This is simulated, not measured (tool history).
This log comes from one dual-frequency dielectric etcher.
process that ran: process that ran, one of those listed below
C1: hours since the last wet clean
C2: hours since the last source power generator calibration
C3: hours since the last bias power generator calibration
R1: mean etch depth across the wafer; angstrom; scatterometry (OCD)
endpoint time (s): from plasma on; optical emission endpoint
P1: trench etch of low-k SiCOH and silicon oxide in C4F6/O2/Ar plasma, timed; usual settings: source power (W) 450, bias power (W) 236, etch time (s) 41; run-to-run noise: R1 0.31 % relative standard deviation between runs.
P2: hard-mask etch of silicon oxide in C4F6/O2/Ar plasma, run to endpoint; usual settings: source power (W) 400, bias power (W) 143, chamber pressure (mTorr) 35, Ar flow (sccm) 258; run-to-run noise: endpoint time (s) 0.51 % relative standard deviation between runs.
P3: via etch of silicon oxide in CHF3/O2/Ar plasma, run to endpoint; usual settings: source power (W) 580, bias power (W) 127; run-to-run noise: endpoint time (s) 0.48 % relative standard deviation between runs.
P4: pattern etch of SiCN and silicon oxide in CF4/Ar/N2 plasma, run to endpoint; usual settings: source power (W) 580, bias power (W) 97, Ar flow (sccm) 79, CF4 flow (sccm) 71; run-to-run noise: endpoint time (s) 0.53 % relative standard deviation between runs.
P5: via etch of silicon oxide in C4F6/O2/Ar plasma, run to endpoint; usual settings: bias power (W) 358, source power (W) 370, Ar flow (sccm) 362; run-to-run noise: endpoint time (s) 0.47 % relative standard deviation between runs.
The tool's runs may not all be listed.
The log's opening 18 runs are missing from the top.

run 19 day=4.854 | process_that_ran=P4 source_power_(W)=580 bias_power_(W)=97 Ar_flow_(sccm)=79 CF4_flow_(sccm)=91 | C1=397 C2=66.2 C3=2445.5 | endpoint_time_(s)=8.2408
run 20 day=5.025 | process_that_ran=P5 source_power_(W)=370 bias_power_(W)=358 Ar_flow_(sccm)=214 | C1=401.1 C2=70.3 C3=2449.6 | endpoint_time_(s)=45.625
run 21 day=5.229 | process_that_ran=P1 source_power_(W)=450 bias_power_(W)=236 etch_time_(s)=55.5 | C1=406 C2=75.2 C3=2454.5 | R1=1933.6
run 22 day=5.542 | process_that_ran=P2 source_power_(W)=400 bias_power_(W)=96 chamber_pressure_(mTorr)=35 Ar_flow_(sccm)=258 | C1=413.5 C2=82.7 C3=2462 | endpoint_time_(s)=77.47
run 23 day=5.9 | process_that_ran=P2 source_power_(W)=400 bias_power_(W)=143 chamber_pressure_(mTorr)=35 Ar_flow_(sccm)=258 | C1=422.1 C2=91.3 C3=2470.6 | endpoint_time_(s)=68.593
run 24 day=6.171 | process_that_ran=P3 source_power_(W)=450 bias_power_(W)=127 | C1=428.6 C2=97.8 C3=2477.1 | endpoint_time_(s)=259.81
run 25 day=6.446 | process_that_ran=P1 source_power_(W)=450 bias_power_(W)=236 etch_time_(s)=41 | C1=435.2 C2=104.4 C3=2483.7 | R1=1424.6
-- day=6.792 wet clean of the chamber
run 26 day=6.8 | process_that_ran=P5 source_power_(W)=370 bias_power_(W)=358 Ar_flow_(sccm)=362 | C1=0.3 C2=112.9 C3=2492.2 | endpoint_time_(s)=48.26
run 27 day=7.083 | process_that_ran=P2 source_power_(W)=500 bias_power_(W)=143 chamber_pressure_(mTorr)=35 Ar_flow_(sccm)=258 | C1=7.1 C2=119.7 C3=2499 | endpoint_time_(s)=62.893
run 28 day=7.354 | process_that_ran=P4 source_power_(W)=390 bias_power_(W)=97 Ar_flow_(sccm)=79 CF4_flow_(sccm)=71 | C1=13.6 C2=126.2 C3=2505.5 | endpoint_time_(s)=12.281
run 29 day=7.6 | process_that_ran=P2 source_power_(W)=400 bias_power_(W)=143 chamber_pressure_(mTorr)=35 Ar_flow_(sccm)=258 | C1=19.5 C2=132.1 C3=2511.4 | endpoint_time_(s)=68.909
run 30 day=7.846 | process_that_ran=P4 source_power_(W)=580 bias_power_(W)=97 Ar_flow_(sccm)=63 CF4_flow_(sccm)=71 | C1=25.4 C2=138 C3=2517.3 | endpoint_time_(s)=8.2417
run 31 day=8.058 | process_that_ran=P4 source_power_(W)=580 bias_power_(W)=127 Ar_flow_(sccm)=79 CF4_flow_(sccm)=71 | C1=30.5 C2=143.1 C3=2522.4 | endpoint_time_(s)=7.805
run 32 day=8.358 | process_that_ran=P4 source_power_(W)=580 bias_power_(W)=97 Ar_flow_(sccm)=79 CF4_flow_(sccm)=71 | C1=37.7 C2=150.3 C3=2529.6 | endpoint_time_(s)=8.5833
run 33 day=8.679 | process_that_ran=P1 source_power_(W)=330 bias_power_(W)=236 etch_time_(s)=41 | C1=45.4 C2=158 C3=2537.3 | R1=1266
run 34 day=8.992 | process_that_ran=P1 source_power_(W)=450 bias_power_(W)=236 etch_time_(s)=41 | C1=52.9 C2=165.5 C3=2544.8 | R1=1425.1
run 35 day=9.212 | process_that_ran=P1 source_power_(W)=450 bias_power_(W)=236 etch_time_(s)=41 | C1=58.2 C2=170.8 C3=2550.1 | R1=1411.7
run 36 day=9.383 | process_that_ran=P1 source_power_(W)=450 bias_power_(W)=236 etch_time_(s)=41 | C1=62.3 C2=174.9 C3=2554.2 | R1=1420.1
run 37 day=9.721 | process_that_ran=P1 source_power_(W)=450 bias_power_(W)=236 etch_time_(s)=41 | C1=70.4 C2=183 C3=2562.3 | R1=1400.9
-- day=9.988 wet clean of the chamber
run 38 day=10.033 | process_that_ran=P1 source_power_(W)=450 bias_power_(W)=236 etch_time_(s)=41 | C1=1.2 C2=190.5 C3=2569.8 | R1=1403.3
run 39 day=10.371 | process_that_ran=P1 source_power_(W)=450 bias_power_(W)=236 etch_time_(s)=41 | C1=9.3 C2=198.6 C3=2577.9 | R1=1402.2
run 40 day=10.604 | process_that_ran=P1 source_power_(W)=450 bias_power_(W)=236 etch_time_(s)=41 | C1=14.9 C2=204.2 C3=2583.5 | R1=1406.5

Run 41 is up next; what results do you expect?
run 41 day=10.875 | process_that_ran=P1 source_power_(W)=450 bias_power_(W)=236 etch_time_(s)=41 | C1=21.4 C2=210.7 C3=2590 | R1=?

R1: 1404.6 angstrom

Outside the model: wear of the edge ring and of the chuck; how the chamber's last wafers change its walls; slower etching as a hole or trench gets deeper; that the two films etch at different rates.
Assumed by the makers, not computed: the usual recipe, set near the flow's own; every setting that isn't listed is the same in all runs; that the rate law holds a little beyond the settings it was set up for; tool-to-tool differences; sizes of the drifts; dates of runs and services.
